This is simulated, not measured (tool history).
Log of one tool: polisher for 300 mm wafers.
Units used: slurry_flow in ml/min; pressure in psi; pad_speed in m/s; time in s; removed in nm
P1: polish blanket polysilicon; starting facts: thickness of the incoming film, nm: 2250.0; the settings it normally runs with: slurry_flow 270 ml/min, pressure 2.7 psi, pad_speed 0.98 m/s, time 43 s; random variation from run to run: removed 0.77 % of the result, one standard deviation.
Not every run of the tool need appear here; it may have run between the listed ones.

run   hour  slurry_flow  pressure  pad_speed  time  wafers polished on this pad  hours since the slurry nozzle was cleaned  hours since the head pressure was calibrated  removed
  1    8.8          270       2.7       0.98    43                         1040                                        210                                         626.4   319.61
  2   19.5          270       2.7       0.98    43                         1198                                      220.7                                         637.1   319.93
  3   30.6          160       2.7       0.98    43                         1362                                      231.8                                         648.2   295.97
  4   39.9          270       2.7       0.44    43                         1499                                      241.1                                         657.5   142.41
  5   47.7          270       1.3       0.98    43                         1614                                      248.9                                         665.3   152.67
  6   59.5          270       2.7       0.98    43                         1789                                      260.7                                         677.1   314.68
  7   67.5          270       3.7       0.48    43                         1907                                      268.7                                         685.1    212.3
  8   78.8          430       2.7       0.98    43                         2074                                        280                                         696.4   335.68
  9   84.5          270       2.7       0.98    43                         2158                                      285.7                                         702.1   313.94
      88.5  -- head pressure recalibrated
 10   90.7          270       2.7       0.62    31                         2250                                      291.9                                           2.3   143.32
 11   98.4          270       2.7       0.98    66                         2363                                      299.6                                            10   480.99
 12  105.2          270       2.7       0.98    22                         2464                                      306.4                                          16.8   163.24
 13  111.7          270       2.7       0.98    43                         2560                                      312.9                                          23.3    317.3
 14  123.1          270       2.7       0.98    43                         2728                                      324.3                                          34.7   320.39
 15  128.9          270       2.7        1.5    43                         2814                                      330.1                                          40.5   492.96
 16    138          270       3.7       0.98    43                         2948                                      339.2                                          49.6   432.36
 17  144.5          270       2.7       0.98    43                         3044                                      345.7                                          56.1    315.6
 18  151.7          270       2.7       0.98    43                         3151                                      352.9                                          63.3      308
 19  158.3          270       2.7       0.98    43                         3248                                      359.5                                          69.9   307.74
 20  166.2          270       2.7       0.98    43                         3365                                      367.4                                          77.8   306.53
     167.8  -- head pressure recalibrated
 21  172.6          270       2.7       0.98    43                         3460                                      373.8                                           4.8   306.55
 22  178.9          270       2.7       0.98    43                         3553                                      380.1                                          11.1   301.54
 23  184.7          270       2.7       0.98    43                         3638                                      385.9                                          16.9   302.62

P1 has crept away from where it was. The log is fitted equally well by each of these 2 causes, at the sizes shown:
A: removal rate lost through wear of the pad, % = 4.41
B: slurry flow missing at the pad, % = 31.4
The onset of the drift is placed at about hour 144.5.
Each remaining cause and why it is not a fit:
head's pressure below its setpoint, %: was serviced at hour 167.8, once the creep was under way, yet the earlier output never came back

Which of the 4 check runs listed below, each an average over 5 wafers with its results shown as question marks, gives clearly different results under the different listed causes?
check 1  190.5          270       2.7       1.38    43                                                                                                                              ?
check 2  190.5          170       2.7        1.3    43                                                                                                                              ?
check 3  190.5          270       2.7       0.48    61                                                                                                                              ?
check 4  190.5          270       2.7       0.78    43                                                                                                                              ?

What every check run would give for each of its results, assuming each possible cause in turn:
  check   result    if A    if B
check 1  removed  427.61  427.65
check 2  removed  380.24  371.17
check 3  removed  210.99  211.01
check 4  removed  241.69  241.71
Per-check spread between the two closest causes, in the result where they differ most: check 1 0.01 %; check 2 2.42 %; check 3 0.01 %; check 4 0.01 %
Only check 2 tells the causes apart: in the others they would give nearly the same result.

Then check 2 was run and gave: removed 372.3 nm. Which cause is it?

The cause is B: slurry flow missing at the pad, %.

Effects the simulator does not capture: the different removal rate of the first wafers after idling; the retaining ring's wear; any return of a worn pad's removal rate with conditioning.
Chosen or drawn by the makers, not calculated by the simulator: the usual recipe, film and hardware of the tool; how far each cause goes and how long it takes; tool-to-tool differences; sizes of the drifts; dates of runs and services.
